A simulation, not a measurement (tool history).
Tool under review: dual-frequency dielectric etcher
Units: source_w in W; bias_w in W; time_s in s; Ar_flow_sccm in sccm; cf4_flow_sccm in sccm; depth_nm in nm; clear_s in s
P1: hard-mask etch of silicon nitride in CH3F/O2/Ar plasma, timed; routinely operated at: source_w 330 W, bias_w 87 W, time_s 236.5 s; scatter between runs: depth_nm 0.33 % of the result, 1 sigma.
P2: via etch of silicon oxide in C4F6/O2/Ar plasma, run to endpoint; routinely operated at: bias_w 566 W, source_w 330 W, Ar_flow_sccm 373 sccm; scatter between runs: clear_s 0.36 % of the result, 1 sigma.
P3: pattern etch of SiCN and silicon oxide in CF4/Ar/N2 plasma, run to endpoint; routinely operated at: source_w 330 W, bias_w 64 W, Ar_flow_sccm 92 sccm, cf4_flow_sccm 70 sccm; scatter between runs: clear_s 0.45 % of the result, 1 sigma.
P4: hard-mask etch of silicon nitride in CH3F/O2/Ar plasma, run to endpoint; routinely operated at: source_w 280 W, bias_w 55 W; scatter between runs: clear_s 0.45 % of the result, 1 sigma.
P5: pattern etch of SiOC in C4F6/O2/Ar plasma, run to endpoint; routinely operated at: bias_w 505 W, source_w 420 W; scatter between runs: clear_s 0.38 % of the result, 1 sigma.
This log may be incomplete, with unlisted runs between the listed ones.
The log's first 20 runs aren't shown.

| run | day | process | source_w | bias_w | time_s | Ar_flow_sccm | cf4_flow_sccm | hours since the last wet clean | hours since the last source power generator calibration | hours since the last bias power generator calibration | depth_nm | clear_s |
|---|---|---|---|---|---|---|---|---|---|---|---|---|
| 21 | 3.417 | P2 | 330 | 566 |  | 455 |  | 341.8 | 951.9 | 510.9 |  | 29.150 |
| 22 | 3.608 | P1 | 330 | 122 | 236.5 |  |  | 346.4 | 956.5 | 515.5 | 187.690 |  |
|  | 3.654 | bias power generator calibrated |
| 23 | 3.738 | P1 | 330 | 87 | 236.5 |  |  | 349.5 | 959.6 | 2.1 | 164.910 |  |
| 24 | 3.917 | P2 | 330 | 566 |  | 373 |  | 353.8 | 963.9 | 6.4 |  | 28.601 |
| 25 | 4.067 | P4 | 360 | 55 |  |  |  | 357.4 | 967.5 | 10.0 |  | 60.172 |
| 26 | 4.258 | P1 | 330 | 87 | 236.5 |  |  | 362.0 | 972.1 | 14.6 | 164.680 |  |
| 27 | 4.408 | P1 | 220 | 87 | 139.0 |  |  | 365.6 | 975.7 | 18.2 | 83.335 |  |
| 28 | 4.538 | P4 | 280 | 32 |  |  |  | 368.7 | 978.8 | 21.3 |  | 78.363 |
| 29 | 4.725 | P1 | 330 | 87 | 236.5 |  |  | 373.2 | 983.3 | 25.8 | 165.360 |  |
| 30 | 4.879 | P1 | 330 | 87 | 236.5 |  |  | 376.9 | 987.0 | 29.5 | 164.690 |  |
| 31 | 4.975 | P3 | 250 | 64 |  | 92 | 70 | 379.2 | 989.3 | 31.8 |  | 27.816 |
| 32 | 5.121 | P2 | 460 | 566 |  | 373 |  | 382.7 | 992.8 | 35.3 |  | 25.394 |
| 33 | 5.217 | P1 | 330 | 87 | 236.5 |  |  | 385.0 | 995.1 | 37.6 | 165.700 |  |
| 34 | 5.396 | P1 | 330 | 87 | 236.5 |  |  | 389.3 | 999.4 | 41.9 | 166.880 |  |

What does the tool deliver on the next run?
| 35 | 5.571 | P1 | 330 | 87 | 236.5 |  |  | 393.5 | 1003.6 | 46.1 | ? |  |

{"run 35": {"depth_nm": 166.3}}

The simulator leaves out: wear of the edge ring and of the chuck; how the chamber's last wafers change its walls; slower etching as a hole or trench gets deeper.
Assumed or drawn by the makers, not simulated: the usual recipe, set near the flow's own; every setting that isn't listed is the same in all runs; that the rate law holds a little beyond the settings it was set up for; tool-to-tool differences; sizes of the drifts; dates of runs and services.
